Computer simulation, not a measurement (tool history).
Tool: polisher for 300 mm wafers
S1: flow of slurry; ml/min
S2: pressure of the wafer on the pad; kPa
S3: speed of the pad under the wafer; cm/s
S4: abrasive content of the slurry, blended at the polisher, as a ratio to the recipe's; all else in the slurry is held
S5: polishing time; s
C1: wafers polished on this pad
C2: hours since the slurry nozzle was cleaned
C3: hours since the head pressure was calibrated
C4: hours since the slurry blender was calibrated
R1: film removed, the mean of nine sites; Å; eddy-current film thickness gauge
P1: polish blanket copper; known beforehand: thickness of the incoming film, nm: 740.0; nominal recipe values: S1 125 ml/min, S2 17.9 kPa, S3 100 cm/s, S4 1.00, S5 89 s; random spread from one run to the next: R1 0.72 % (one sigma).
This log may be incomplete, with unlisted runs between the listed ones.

run	hour	S1	S2	S3	S4	S5	C1	C2	C3	C4	R1
1	6.2	125	17.9	100	1.00	89	954	365.2	1082.1	43.4	2829.7
2	12.2	125	17.9	68	1.00	89	1021	371.2	1088.1	49.4	1920.7
3	20.4	125	25.5	100	1.00	112	1112	379.4	1096.3	57.6	5033.8
4	27.8	125	17.9	100	1.00	89	1195	386.8	1103.7	65.0	2839.9
5	34.2	125	24.8	100	1.00	89	1266	393.2	1110.1	71.4	3939.1
6	46.4	125	13.1	100	1.00	89	1402	405.4	1122.3	83.6	2055.3
7	54.4	125	17.9	140	1.00	89	1491	413.4	1130.3	91.6	3991.6
8	65.4	125	17.9	100	1.00	41	1614	424.4	1141.3	102.6	1312.8
9	75.0	125	17.9	100	1.35	89	1720	434.0	1150.9	112.2	3047.9
10	88.5	175	17.9	100	1.00	89	1871	447.5	1164.4	125.7	3018.9
11	95.4	125	17.9	100	0.50	89	1948	454.4	1171.3	132.6	2462.0
12	103.6	125	17.9	100	1.00	89	2039	462.6	1179.5	140.8	2799.6
13	113.5	125	17.9	100	1.00	130	2149	472.5	1189.4	150.7	4142.8
14	125.4	80	17.9	100	1.00	89	2282	484.4	1201.3	162.6	2496.9
15	131.6	125	17.9	100	1.00	89	2351	490.6	1207.5	168.8	2837.6
16	143.9	125	17.9	100	1.00	89	2488	502.9	1219.8	181.1	2840.9
17	155.5	125	17.9	100	1.00	89	2617	514.5	1231.4	192.7	2666.3
18	162.6	125	17.9	100	1.00	89	2696	521.6	1238.5	199.8	2609.4
19	170.4	125	17.9	100	1.00	89	2783	529.4	1246.3	207.6	2593.4
# hour 176.9: slurry blender recalibrated
# hour 179.4: worn pad replaced by a new one
20	182.9	125	17.9	100	1.00	89	39	541.9	1258.8	6.0	2570.7
21	195.7	125	17.9	100	1.00	89	181	554.7	1271.6	18.8	2535.0
22	203.6	125	17.9	100	1.00	89	269	562.6	1279.5	26.7	2553.9

Compared with where it was, what P1 gives has crept away. Each cause listed below fits the log as well as the rest, at the size given for it:
A: head's pressure below its setpoint, % = 10.3
B: slurry flow missing at the pad, % = 35.3
Creep in the process output first set in at about hour 143.9.
The rest of the possible causes, and what rules out each one:
removal rate lost through wear of the pad, %: serviced at hour 179.4, after the drift had started, without restoring the earlier output
abrasive missing from the slurry, %: serviced at hour 176.9, after the drift had started, without restoring the earlier output

Each of the check runs listed below is run on 5 wafers and reports their average, with the results left as question marks. Pick the one under which the possible causes would lead to clearly different results.
check 1	211.5	125	22.8	100	1.00	89					?
check 2	211.5	125	17.9	100	0.70	89					?
check 3	211.5	125	17.9	100	0.55	89					?
check 4	211.5	170	17.9	100	1.00	89					?

Check results expected under each cause:
check	result	if A	if B
check 1	R1	3230.0	3231.9
check 2	R1	2361.4	2362.8
check 3	R1	2249.2	2250.6
check 4	R1	2687.3	2759.9
Distance between the nearest two causes, measured in the result of the check that separates them most: check 1 0.06 %; check 2 0.06 %; check 3 0.06 %; check 4 2.67 %
Check 4 distinguishes between the causes, while the remaining checks would return nearly the same result for all of them.

The results of check 4 are: R1 2684.7 Å. Based on these, which of the listed causes is it?

It is A: head's pressure below its setpoint, %.
